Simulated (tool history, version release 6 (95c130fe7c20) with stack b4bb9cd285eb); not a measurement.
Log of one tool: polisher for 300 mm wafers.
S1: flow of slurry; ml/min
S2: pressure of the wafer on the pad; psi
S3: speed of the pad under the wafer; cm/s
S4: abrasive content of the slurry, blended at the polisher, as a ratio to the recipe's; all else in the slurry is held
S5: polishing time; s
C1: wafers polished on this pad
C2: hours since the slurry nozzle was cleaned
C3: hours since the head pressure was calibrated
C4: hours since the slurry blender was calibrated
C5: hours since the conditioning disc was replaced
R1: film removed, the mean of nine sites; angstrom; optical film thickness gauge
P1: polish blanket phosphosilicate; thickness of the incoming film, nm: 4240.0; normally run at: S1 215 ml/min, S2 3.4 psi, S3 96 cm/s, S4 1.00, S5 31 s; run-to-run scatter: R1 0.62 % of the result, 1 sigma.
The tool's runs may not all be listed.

run	hour	S1	S2	S3	S4	S5	C1	C2	C3	C4	C5	R1
1	14.0	215	3.4	96	1.00	31	1203	157.7	171.2	65.1	90.6	3146.8
2	28.7	215	3.4	96	1.00	31	1395	172.4	185.9	79.8	105.3	3128.7
3	44.8	215	2.3	96	1.00	31	1605	188.5	202.0	95.9	121.4	2138.2
4	55.5	215	3.4	96	1.00	14	1745	199.2	212.7	106.6	132.1	1428.5
5	65.9	130	3.4	96	1.00	31	1881	209.6	223.1	117.0	142.5	2910.3
6	78.6	215	3.4	96	1.00	31	2047	222.3	235.8	129.7	155.2	3127.0
7	94.1	215	3.4	96	0.55	31	2250	237.8	251.3	145.2	170.7	2281.4
8	102.5	215	3.4	96	1.00	31	2360	246.2	259.7	153.6	179.1	3106.2
9	115.7	215	3.4	96	1.50	31	2532	259.4	272.9	166.8	192.3	3662.8
10	123.8	215	3.4	96	1.00	49	2638	267.5	281.0	174.9	200.4	4923.2
11	137.7	130	3.4	130	1.00	31	2820	281.4	294.9	188.8	214.3	3675.3
# hour 139.9: slurry nozzle cleaned
12	148.6	325	3.4	96	1.00	31	2962	8.7	305.8	199.7	225.2	3267.9
13	157.4	215	3.4	96	1.00	31	3077	17.5	314.6	208.5	234.0	3120.8
14	175.4	215	3.4	96	1.00	31	3313	35.5	332.6	226.5	252.0	3110.0
15	187.7	135	3.4	60	1.00	31	3473	47.8	344.9	238.8	264.3	1997.7
16	196.0	215	3.4	142	1.00	31	3582	56.1	353.2	247.1	272.6	4272.0
17	208.9	215	5.1	96	1.00	31	3750	69.0	366.1	260.0	285.5	4673.2
18	221.9	215	3.4	64	1.00	31	3920	82.0	379.1	273.0	298.5	2271.2
19	236.4	215	3.4	96	1.00	31	4110	96.5	393.6	287.5	313.0	3123.0
20	250.8	215	4.2	96	1.30	31	4298	110.9	408.0	301.9	327.4	4265.0
21	259.0	215	3.4	96	1.00	31	4405	119.1	416.2	310.1	335.6	3141.3
22	269.8	215	3.4	96	1.00	31	4547	129.9	427.0	320.9	346.4	2986.5
23	283.6	215	3.4	96	1.00	31	4727	143.7	440.8	334.7	360.2	2895.6
# hour 293.1: slurry nozzle cleaned
24	299.7	215	3.4	96	1.00	31	4937	6.6	456.9	350.8	376.3	2776.9
25	315.9	215	3.4	96	1.00	31	5149	22.8	473.1	367.0	392.5	2738.2
# hour 319.0: conditioning disc replaced and pad reconditioned
# hour 329.3: head pressure recalibrated
26	331.2	215	3.4	96	1.00	31	5349	38.1	2.0	382.3	12.2	2739.5
27	343.2	215	3.4	96	1.00	31	5506	50.1	14.0	394.3	24.2	2715.2
28	352.7	215	3.4	96	1.00	31	5630	59.6	23.5	403.8	33.7	2744.5

What P1 gives has crept away from where it was. These 2 causes fit the log equally well, each at the size given:
A: removal rate lost through wear of the pad, % = 13.2
B: abrasive missing from the slurry, % = 25.1
The creep began at about hour 259.0.
Why every other cause is out:
slurry flow missing at the pad, %: serviced at hour 293.1, which brought nothing back
head's pressure below its setpoint, %: serviced at hour 329.3, which brought nothing back
time polished since the conditioner stopped cutting, s: serviced at hour 319.0, which brought nothing back

4 check runs are offered, each on 5 wafers whose results are averaged, their results left as question marks. Which one tells the causes apart?
check 1	362.2	300	3.4	96	1.00	14						?
check 2	362.2	215	3.4	126	1.00	16						?
check 3	362.2	215	3.4	96	0.75	46						?
check 4	362.2	150	3.4	126	1.00	31						?

What each check would give under each cause:
check	result	if A	if B
check 1	R1	1272.0	1271.7
check 2	R1	1744.5	1744.1
check 3	R1	3504.0	3431.6
check 4	R1	3206.3	3205.6
How far apart the two closest causes lie, in the result that separates them most: check 1 0.02 %; check 2 0.02 %; check 3 2.09 %; check 4 0.02 %
Only check 3 tells the causes apart: in the others they would give nearly the same result.

Then check 3 was run and gave: R1 3418.7 angstrom. Which cause is it?

It is B: abrasive missing from the slurry, %.
